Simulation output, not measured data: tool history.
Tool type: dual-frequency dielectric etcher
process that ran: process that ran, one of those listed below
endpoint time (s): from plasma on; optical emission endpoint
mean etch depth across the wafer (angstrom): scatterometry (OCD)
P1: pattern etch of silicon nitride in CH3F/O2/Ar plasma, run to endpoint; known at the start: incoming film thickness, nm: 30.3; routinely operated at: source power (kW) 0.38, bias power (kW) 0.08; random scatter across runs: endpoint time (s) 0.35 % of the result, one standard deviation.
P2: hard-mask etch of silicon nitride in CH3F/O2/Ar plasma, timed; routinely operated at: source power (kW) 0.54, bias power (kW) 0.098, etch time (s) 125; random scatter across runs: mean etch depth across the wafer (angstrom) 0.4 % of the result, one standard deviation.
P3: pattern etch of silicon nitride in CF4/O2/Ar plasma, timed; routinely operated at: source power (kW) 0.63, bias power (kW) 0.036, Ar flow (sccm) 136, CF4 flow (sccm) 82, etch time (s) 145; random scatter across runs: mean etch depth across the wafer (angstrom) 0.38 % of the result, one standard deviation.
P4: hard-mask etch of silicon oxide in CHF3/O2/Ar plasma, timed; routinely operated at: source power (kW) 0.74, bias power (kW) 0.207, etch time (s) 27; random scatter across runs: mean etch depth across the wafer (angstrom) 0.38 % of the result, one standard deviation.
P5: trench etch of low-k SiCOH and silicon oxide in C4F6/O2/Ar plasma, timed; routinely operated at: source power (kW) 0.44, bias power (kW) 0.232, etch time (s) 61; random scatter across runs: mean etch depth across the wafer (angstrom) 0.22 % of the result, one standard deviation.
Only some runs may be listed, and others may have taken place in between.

run,hour,process that ran,source power (kW),bias power (kW),etch time (s),Ar flow (sccm),CF4 flow (sccm),hours since the last wet clean,hours since the last source power generator calibration,hours since the last bias power generator calibration,endpoint time (s),mean etch depth across the wafer (angstrom)
1,5,P1,0.38,0.08,,,,115,2229.3,1527.9,43.643,
2,11.1,P2,0.54,0.098,125,,,121.1,2235.4,1534,,1034.7
3,17.7,P1,0.38,0.08,,,,127.7,2242,1540.6,43.519,
4,25.5,P1,0.28,0.052,,,,135.5,2249.8,1548.4,56.581,
5,32.1,P5,0.33,0.232,61,,,142.1,2256.4,1555,,2040.4
6,38.3,P1,0.26,0.08,,,,148.3,2262.6,1561.2,50.513,
7,45.4,P1,0.53,0.08,,,,155.4,2269.7,1568.3,38.426,
8,53,P4,0.92,0.207,27,,,163,2277.3,1575.9,,665.09
9,59.9,P1,0.38,0.08,,,,169.9,2284.2,1582.8,43.589,
10,66.9,P3,0.63,0.036,145,136,82,176.9,2291.2,1589.8,,2756.4
11,75.2,P5,0.44,0.303,61,,,185.2,2299.5,1598.1,,2488
12,83.8,P1,0.23,0.097,,,,193.8,2308.1,1606.7,48.913,
13,89,P1,0.45,0.105,,,,199,2313.3,1611.9,37.108,
14,94.5,P3,0.41,0.036,145,136,82,204.5,2318.8,1617.4,,1877.2
15,99.1,P4,0.74,0.207,39,,,209.1,2323.4,1622,,881.36
16,107.7,P2,0.54,0.133,125,,,217.7,2332,1630.6,,1160.8
17,114.6,P2,0.54,0.098,69,,,224.6,2338.9,1637.5,,570.13
18,119.4,P3,0.63,0.036,145,181,82,229.4,2343.7,1642.3,,2600.4
19,128.2,P4,0.74,0.207,27,,,238.2,2352.5,1651.1,,614.98
20,134,P5,0.44,0.232,61,,,244,2358.3,1656.9,,2276.9
21,142,P1,0.38,0.05,,,,252,2366.3,1664.9,50.99,
22,147.4,P3,0.63,0.021,145,136,82,257.4,2371.7,1670.3,,2283.7
23,155.6,P1,0.38,0.08,,,,265.6,2379.9,1678.5,43.455,
24,163.5,P5,0.44,0.232,90,,,273.5,2387.8,1686.4,,3356
25,170.2,P3,0.63,0.036,145,136,97,280.2,2394.5,1693.1,,2810.1
26,175.1,P3,0.63,0.036,80,136,82,285.1,2399.4,1698,,1504
27,180.7,P2,0.32,0.098,125,,,290.7,2405,1703.6,,847

Run 28 has not been measured yet. What should we expect?
28,188.9,P2,0.54,0.098,125,,,298.9,2413.2,1711.8,,?

Run 28 came out at mean etch depth across the wafer (angstrom) 1030.7.
